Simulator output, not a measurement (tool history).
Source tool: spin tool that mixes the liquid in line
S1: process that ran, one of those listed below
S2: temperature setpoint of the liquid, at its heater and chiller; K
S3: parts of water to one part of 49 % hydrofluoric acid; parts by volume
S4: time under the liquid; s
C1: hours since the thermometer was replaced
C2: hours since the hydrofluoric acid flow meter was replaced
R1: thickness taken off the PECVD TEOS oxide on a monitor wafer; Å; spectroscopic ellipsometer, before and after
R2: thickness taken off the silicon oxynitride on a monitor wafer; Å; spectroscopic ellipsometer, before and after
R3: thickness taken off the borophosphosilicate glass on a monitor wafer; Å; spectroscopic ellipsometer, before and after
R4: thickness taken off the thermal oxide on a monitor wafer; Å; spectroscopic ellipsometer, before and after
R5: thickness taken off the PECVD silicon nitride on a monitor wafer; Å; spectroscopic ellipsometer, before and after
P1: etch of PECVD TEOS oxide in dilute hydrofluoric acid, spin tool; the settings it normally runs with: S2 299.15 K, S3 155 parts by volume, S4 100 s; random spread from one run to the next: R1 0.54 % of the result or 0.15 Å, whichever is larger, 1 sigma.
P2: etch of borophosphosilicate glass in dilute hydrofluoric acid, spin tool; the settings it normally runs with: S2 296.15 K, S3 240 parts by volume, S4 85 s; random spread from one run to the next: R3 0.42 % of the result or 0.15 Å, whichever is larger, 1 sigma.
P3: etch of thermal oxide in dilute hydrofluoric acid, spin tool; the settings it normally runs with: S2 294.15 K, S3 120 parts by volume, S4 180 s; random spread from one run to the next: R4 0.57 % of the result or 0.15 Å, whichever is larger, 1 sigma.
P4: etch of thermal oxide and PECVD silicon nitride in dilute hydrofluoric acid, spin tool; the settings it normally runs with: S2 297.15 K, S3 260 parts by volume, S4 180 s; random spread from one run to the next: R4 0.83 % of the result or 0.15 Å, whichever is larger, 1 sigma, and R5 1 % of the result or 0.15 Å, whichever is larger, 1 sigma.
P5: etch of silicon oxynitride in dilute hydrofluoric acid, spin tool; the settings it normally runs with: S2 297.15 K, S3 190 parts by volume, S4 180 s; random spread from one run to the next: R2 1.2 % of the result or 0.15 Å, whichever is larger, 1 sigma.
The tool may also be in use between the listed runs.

run	hour	S1	S2	S3	S4	C1	C2	R1	R2	R3	R4	R5
1	9.0	P1	299.15	155	100	192.3	261.6	99.286				
2	19.5	P1	299.15	155	100	202.8	272.1	99.198				
3	30.9	P1	307.15	155	100	214.2	283.5	132.180				
4	36.8	P5	297.15	190	180	220.1	289.4		16.3840			
5	44.3	P2	296.15	240	85	227.6	296.9			193.90		
6	55.6	P2	296.15	240	135	238.9	308.2			305.08		
7	65.7	P4	297.15	260	180	249.0	318.3				28.353	20.434
8	75.6	P1	295.15	155	100	258.9	328.2	85.943				
9	87.0	P1	299.15	155	100	270.3	339.6	99.717				
10	99.1	P4	302.65	260	180	282.4	351.7				33.980	28.675
11	107.8	P1	299.15	155	100	291.1	360.4	99.484				
12	117.8	P3	290.15	120	180	301.1	370.4				57.334	
13	125.4	P5	297.15	190	180	308.7	378.0		16.0670			
14	137.2	P2	296.15	240	85	320.5	389.8			194.28		
15	149.8	P5	297.15	290	180	333.1	402.4		9.9249			
16	157.3	P1	294.65	155	155	340.6	409.9	129.940				
17	164.0	P1	299.15	155	100	347.3	416.6	100.170				
18	172.4	P1	299.15	155	100	355.7	425.0	100.430				
19	179.7	P3	294.15	55	180	363.0	432.3				160.800	
20	190.8	P5	297.15	190	50	374.1	443.4		4.7141			
21	200.1	P1	299.15	155	50	383.4	452.7	50.617				
22	212.9	P2	296.15	95	85	396.2	465.5			571.57		
23	218.5	P3	294.15	120	180	401.8	471.1				67.297	
24	227.2	P1	299.15	155	100	410.5	479.8	99.200				
25	233.6	P1	299.15	220	100	416.9	486.2	64.987				
26	244.7	P1	299.15	95	100	428.0	497.3	175.090				
27	253.7	P3	294.15	120	335	437.0	506.3				125.990	

What will run 28 give?
28	261.9	P5	291.15	190	180	445.2	514.5		?			

R2: 12.4020 Å
